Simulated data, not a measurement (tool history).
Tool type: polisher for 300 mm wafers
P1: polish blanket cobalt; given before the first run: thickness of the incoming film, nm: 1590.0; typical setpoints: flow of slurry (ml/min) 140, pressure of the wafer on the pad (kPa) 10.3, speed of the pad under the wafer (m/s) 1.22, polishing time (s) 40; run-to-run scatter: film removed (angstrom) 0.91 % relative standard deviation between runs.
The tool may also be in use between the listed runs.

run   hour  flow of slurry (ml/min)  pressure of the wafer on the pad (kPa)  speed of the pad under the wafer (m/s)  polishing time (s)  wafers polished on this pad  hours since the slurry nozzle was cleaned  hours since the head pressure was calibrated  film removed (angstrom)
  1   15.2                      140                                    10.3                                    1.22                  40                          691                                      142.2                                         590.0                  1562.40
  2   25.5                      140                                    14.5                                    1.22                  40                          784                                      152.5                                         600.3                  2160.00
  3   35.7                      140                                    10.3                                    1.22                  40                          876                                      162.7                                         610.5                  1588.90
  4   48.0                      205                                    10.3                                    1.22                  40                          987                                      175.0                                         622.8                  1674.60
  5   57.7                      140                                    10.3                                    1.22                  21                         1075                                      184.7                                         632.5                   835.55
  6   73.3                      140                                    10.3                                    1.22                  40                         1215                                      200.3                                         648.1                  1551.60
  7   88.3                      140                                     6.2                                    1.22                  40                         1351                                      215.3                                         663.1                   934.78
  8   96.6                      140                                    10.3                                    1.22                  62                         1426                                      223.6                                         671.4                  2407.80
  9  107.1                      140                                    10.3                                    0.56                  40                         1521                                      234.1                                         681.9                   713.83
     113.3  -- slurry nozzle cleaned
 10  119.6                      200                                    10.3                                    1.82                  40                         1634                                        6.4                                         694.4                  2469.80
 11  134.0                      140                                    10.3                                    1.22                  40                         1764                                       20.8                                         708.8                  1573.50
 12  142.3                      140                                    13.8                                    1.54                  40                         1839                                       29.1                                         717.1                  2652.00
 13  154.9                      140                                    10.3                                    1.22                  40                         1952                                       41.7                                         729.7                  1553.00
 14  163.2                      140                                    10.3                                    1.66                  40                         2027                                       50.0                                         738.0                  2095.20

Run 15 comes next. What will it give?
 15  175.2                      100                                    10.3                                    1.22                  40                         2136                                       62.0                                         750.0                        ?

{"run 15": {"film removed (angstrom)": 1448.0}}

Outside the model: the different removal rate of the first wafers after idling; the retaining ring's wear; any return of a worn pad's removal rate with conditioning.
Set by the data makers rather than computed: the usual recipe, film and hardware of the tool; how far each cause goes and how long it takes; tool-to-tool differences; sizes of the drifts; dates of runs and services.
